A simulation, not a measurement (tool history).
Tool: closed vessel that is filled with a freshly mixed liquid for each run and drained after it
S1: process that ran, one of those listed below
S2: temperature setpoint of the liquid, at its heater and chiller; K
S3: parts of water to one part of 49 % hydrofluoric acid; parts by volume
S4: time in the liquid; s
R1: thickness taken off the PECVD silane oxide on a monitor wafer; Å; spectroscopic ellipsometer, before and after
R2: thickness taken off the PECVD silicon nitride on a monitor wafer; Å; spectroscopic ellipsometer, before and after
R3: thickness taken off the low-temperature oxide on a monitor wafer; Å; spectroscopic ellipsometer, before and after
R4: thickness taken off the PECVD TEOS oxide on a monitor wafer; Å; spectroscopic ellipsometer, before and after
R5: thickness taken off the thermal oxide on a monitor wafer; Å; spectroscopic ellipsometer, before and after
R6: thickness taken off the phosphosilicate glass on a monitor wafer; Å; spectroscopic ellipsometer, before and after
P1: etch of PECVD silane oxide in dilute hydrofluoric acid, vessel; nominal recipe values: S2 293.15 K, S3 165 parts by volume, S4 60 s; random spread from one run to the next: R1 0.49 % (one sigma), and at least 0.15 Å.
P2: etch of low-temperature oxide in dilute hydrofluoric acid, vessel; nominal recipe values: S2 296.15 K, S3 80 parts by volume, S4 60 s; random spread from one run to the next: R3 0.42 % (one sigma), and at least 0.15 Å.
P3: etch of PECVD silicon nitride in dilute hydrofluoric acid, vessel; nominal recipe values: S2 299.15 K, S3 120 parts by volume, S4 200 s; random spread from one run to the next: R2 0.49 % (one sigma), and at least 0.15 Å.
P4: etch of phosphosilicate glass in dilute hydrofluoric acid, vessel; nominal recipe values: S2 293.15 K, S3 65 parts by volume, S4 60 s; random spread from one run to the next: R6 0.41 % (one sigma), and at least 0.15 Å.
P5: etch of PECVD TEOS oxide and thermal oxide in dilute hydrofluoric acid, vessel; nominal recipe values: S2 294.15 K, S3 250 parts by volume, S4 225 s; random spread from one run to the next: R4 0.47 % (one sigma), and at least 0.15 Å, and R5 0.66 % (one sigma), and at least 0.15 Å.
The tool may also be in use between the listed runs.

{"run": 1, "hour": 3.3, "S1": "P1", "S2": 293.15, "S3": 165, "S4": 60, "R1": 89.26}
{"run": 2, "hour": 6.9, "S1": "P3", "S2": 299.15, "S3": 120, "S4": 200, "R2": 67.77}
{"run": 3, "hour": 9.3, "S1": "P1", "S2": 293.15, "S3": 165, "S4": 115, "R1": 168.91}
{"run": 4, "hour": 13.1, "S1": "P1", "S2": 290.15, "S3": 165, "S4": 60, "R1": 78.781}
{"run": 5, "hour": 16.8, "S1": "P2", "S2": 296.15, "S3": 80, "S4": 30, "R3": 94.499}
{"run": 6, "hour": 19.2, "S1": "P1", "S2": 300.15, "S3": 165, "S4": 60, "R1": 117.42}
{"run": 7, "hour": 22.7, "S1": "P1", "S2": 293.15, "S3": 75, "S4": 60, "R1": 217.02}
{"run": 8, "hour": 24.8, "S1": "P1", "S2": 299.15, "S3": 165, "S4": 115, "R1": 215.13}
{"run": 9, "hour": 27.0, "S1": "P2", "S2": 296.15, "S3": 80, "S4": 60, "R3": 188.87}
{"run": 10, "hour": 28.9, "S1": "P3", "S2": 299.15, "S3": 120, "S4": 80, "R2": 27.408}
{"run": 11, "hour": 31.1, "S1": "P5", "S2": 290.15, "S3": 250, "S4": 225, "R4": 59.463, "R5": 26.788}
{"run": 12, "hour": 33.9, "S1": "P5", "S2": 294.15, "S3": 85, "S4": 225, "R4": 240.49, "R5": 108.79}
{"run": 13, "hour": 37.8, "S1": "P2", "S2": 290.15, "S3": 80, "S4": 60, "R3": 146.68}
{"run": 14, "hour": 40.4, "S1": "P4", "S2": 293.15, "S3": 65, "S4": 60, "R6": 1660.6}
{"run": 15, "hour": 44.2, "S1": "P1", "S2": 293.15, "S3": 265, "S4": 30, "R1": 25.268}
{"run": 16, "hour": 46.7, "S1": "P5", "S2": 294.15, "S3": 250, "S4": 365, "R4": 111.47, "R5": 50.51}
{"run": 17, "hour": 50.5, "S1": "P1", "S2": 293.15, "S3": 165, "S4": 30, "R1": 44.387}
{"run": 18, "hour": 54.1, "S1": "P3", "S2": 299.15, "S3": 120, "S4": 200, "R2": 67.935}
{"run": 19, "hour": 57.8, "S1": "P1", "S2": 293.15, "S3": 245, "S4": 60, "R1": 55.173}
{"run": 20, "hour": 61.2, "S1": "P3", "S2": 299.15, "S3": 165, "S4": 200, "R2": 49.649}
{"run": 21, "hour": 63.5, "S1": "P1", "S2": 293.15, "S3": 165, "S4": 60, "R1": 89.318}
{"run": 22, "hour": 67.3, "S1": "P1", "S2": 293.15, "S3": 165, "S4": 60, "R1": 89.307}
{"run": 23, "hour": 70.2, "S1": "P1", "S2": 293.15, "S3": 165, "S4": 60, "R1": 88.518}
{"run": 24, "hour": 72.9, "S1": "P2", "S2": 296.15, "S3": 80, "S4": 60, "R3": 187.1}
{"run": 25, "hour": 74.9, "S1": "P4", "S2": 293.15, "S3": 65, "S4": 60, "R6": 1670.6}
{"run": 26, "hour": 78.2, "S1": "P1", "S2": 293.15, "S3": 165, "S4": 60, "R1": 89.123}
{"run": 27, "hour": 80.9, "S1": "P5", "S2": 294.15, "S3": 250, "S4": 225, "R4": 69.273, "R5": 31.437}
{"run": 28, "hour": 85.0, "S1": "P4", "S2": 298.15, "S3": 65, "S4": 60, "R6": 2046.6}
{"run": 29, "hour": 88.9, "S1": "P1", "S2": 293.15, "S3": 165, "S4": 60, "R1": 88.481}
{"run": 30, "hour": 91.6, "S1": "P4", "S2": 293.15, "S3": 115, "S4": 60, "R6": 888.22}
{"run": 31, "hour": 94.7, "S1": "P1", "S2": 293.15, "S3": 165, "S4": 60, "R1": 88.522}
{"run": 32, "hour": 97.9, "S1": "P2", "S2": 296.15, "S3": 135, "S4": 60, "R3": 104.2}
{"run": 33, "hour": 100.0, "S1": "P3", "S2": 306.15, "S3": 120, "S4": 200, "R2": 105.49}
{"run": 34, "hour": 104.2, "S1": "P4", "S2": 293.15, "S3": 65, "S4": 85, "R6": 2357}
{"run": 35, "hour": 106.6, "S1": "P1", "S2": 293.15, "S3": 165, "S4": 60, "R1": 88.969}
{"run": 36, "hour": 108.8, "S1": "P1", "S2": 293.15, "S3": 165, "S4": 60, "R1": 88.11}
{"run": 37, "hour": 111.9, "S1": "P1", "S2": 293.15, "S3": 165, "S4": 60, "R1": 85.955}
{"run": 38, "hour": 115.0, "S1": "P1", "S2": 293.15, "S3": 165, "S4": 60, "R1": 85.729}
{"run": 39, "hour": 118.2, "S1": "P1", "S2": 293.15, "S3": 165, "S4": 60, "R1": 83.487}
{"run": 40, "hour": 121.8, "S1": "P1", "S2": 293.15, "S3": 165, "S4": 60, "R1": 83.479}
{"run": 41, "hour": 123.9, "S1": "P1", "S2": 293.15, "S3": 165, "S4": 60, "R1": 82.58}
{"run": 42, "hour": 126.0, "S1": "P1", "S2": 293.15, "S3": 165, "S4": 60, "R1": 82.715}
{"run": 43, "hour": 129.5, "S1": "P1", "S2": 293.15, "S3": 165, "S4": 60, "R1": 82.733}
{"run": 44, "hour": 133.0, "S1": "P1", "S2": 293.15, "S3": 165, "S4": 60, "R1": 83.257}
{"run": 45, "hour": 135.5, "S1": "P1", "S2": 293.15, "S3": 165, "S4": 60, "R1": 82.152}
{"run": 46, "hour": 138.3, "S1": "P1", "S2": 293.15, "S3": 165, "S4": 60, "R1": 82.979}

What P1 gives has crept away from where it was. These 2 causes fit the log equally well, each at the size given:
A: liquid colder than its thermometer reads (K) = 2.02
B: hydrofluoric acid flow below the setpoint (%) = 6.63
The process output started creeping at around hour 106.6.

Consider the 4 single-wafer check runs listed below, results given as question marks: which one distinguishes between the causes by giving clearly different results for each?
{"run": "check 1", "hour": 141.1, "S1": "P4", "S2": 293.15, "S3": 115, "S4": 60, "R6": "?"}
{"run": "check 2", "hour": 141.1, "S1": "P3", "S2": 299.15, "S3": 120, "S4": 115, "R2": "?"}
{"run": "check 3", "hour": 141.1, "S1": "P5", "S2": 290.15, "S3": 250, "S4": 225, "R4": "?", "R5": "?"}
{"run": "check 4", "hour": 141.1, "S1": "P2", "S2": 292.65, "S3": 105, "S4": 60, "R3": "?"}

If the cause were each of the candidates in turn, the checks would give the following:
check=check_1 result=R6 if_A=814.98 if_B=819.42
check=check_2 result=R2 if_A=34.226 if_B=36.436
check=check_3 result=R4 if_A=54.59 if_B=54.342
check=check_3 result=R5 if_A=24.647 if_B=24.535
check=check_4 result=R3 if_A=111.14 if_B=111.93
Per check, the gap between the least separated pair of causes, taken in the result that splits them most: check 1 0.54 %; check 2 6.26 %; check 3 0.46 %; check 4 0.71 %
The causes can be told apart only by check 2. The other checks would give nearly the same results under each of them.

Running check 2 produced the following: R2 34.324 Å. Which one of the listed causes fits?

Of the candidate causes, it is A: liquid colder than its thermometer reads (K).

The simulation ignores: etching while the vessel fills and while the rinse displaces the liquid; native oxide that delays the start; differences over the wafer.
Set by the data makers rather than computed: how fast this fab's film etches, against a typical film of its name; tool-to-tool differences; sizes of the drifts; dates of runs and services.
